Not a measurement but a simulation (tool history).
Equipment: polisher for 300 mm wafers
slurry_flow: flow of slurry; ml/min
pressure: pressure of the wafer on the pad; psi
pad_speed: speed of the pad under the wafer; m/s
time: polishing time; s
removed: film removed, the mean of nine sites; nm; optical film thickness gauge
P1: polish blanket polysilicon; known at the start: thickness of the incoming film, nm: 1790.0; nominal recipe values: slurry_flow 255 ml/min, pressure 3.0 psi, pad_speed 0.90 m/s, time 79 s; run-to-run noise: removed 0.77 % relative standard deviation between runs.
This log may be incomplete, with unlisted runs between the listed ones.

run     day  slurry_flow  pressure  pad_speed  time  wafers polished on this pad  hours since the slurry nozzle was cleaned  hours since the head pressure was calibrated  removed
  1   0.479          255       3.0       0.90    79                          600                                       52.3                                         422.8   621.64
  2   0.867          255       3.0       0.90    40                          695                                       61.6                                         432.1   318.97
  3   1.479          255       3.0       0.90    79                          845                                       76.3                                         446.8   623.60
  4   1.917          255       4.2       1.12    79                          952                                       86.8                                         457.3  1085.20
  5   2.354          255       3.0       0.90   105                         1059                                       97.3                                         467.8   827.30
  6   2.688          255       3.0       0.90    79                         1141                                      105.3                                         475.8   622.72
  7   2.996          255       4.3       0.90    79                         1216                                      112.7                                         483.2   900.66
  8   3.558          350       3.0       0.90    79                         1354                                      126.2                                         496.7   642.45
  9   4.029          255       1.4       0.90    79                         1469                                      137.5                                         508.0   290.71
 10   4.521          255       3.0       0.90    79                         1589                                      149.3                                         519.8   618.52
 11   5.067          255       3.0       1.34    79                         1723                                      162.4                                         532.9   933.98
 12   5.438          255       3.0       0.90    79                         1814                                      171.3                                         541.8   621.35
 13   5.979          255       3.0       0.66    79                         1946                                      184.3                                         554.8   463.11
 14   6.467          255       3.0       0.90    79                         2065                                      196.0                                         566.5   615.76
 15   7.079          255       3.0       1.40   120                         2215                                      210.7                                         581.2  1484.50
      7.196  -- slurry nozzle cleaned
 16   7.588          155       3.0       0.90    79                         2340                                        9.4                                         593.4   586.28
 17   8.025          255       3.0       0.90    79                         2447                                       19.9                                         603.9   628.58
 18   8.588          255       3.0       0.90    79                         2584                                       33.4                                         617.4   627.33
 19   9.071          255       3.0       0.90    79                         2703                                       45.0                                         629.0   620.19
 20   9.567          255       3.0       0.90    79                         2824                                       56.9                                         640.9   610.62
 21  10.062          255       3.0       0.90    79                         2945                                       68.8                                         652.8   597.38
     10.200  -- worn pad replaced by a new one
 22  10.654          255       3.0       0.90    79                          111                                       83.0                                         667.0   595.74

What does the tool deliver on the next run?
 23  11.188          255       3.0       0.90    79                          242                                       95.8                                         679.8        ?

Run 23 came out at removed 601.55 nm.
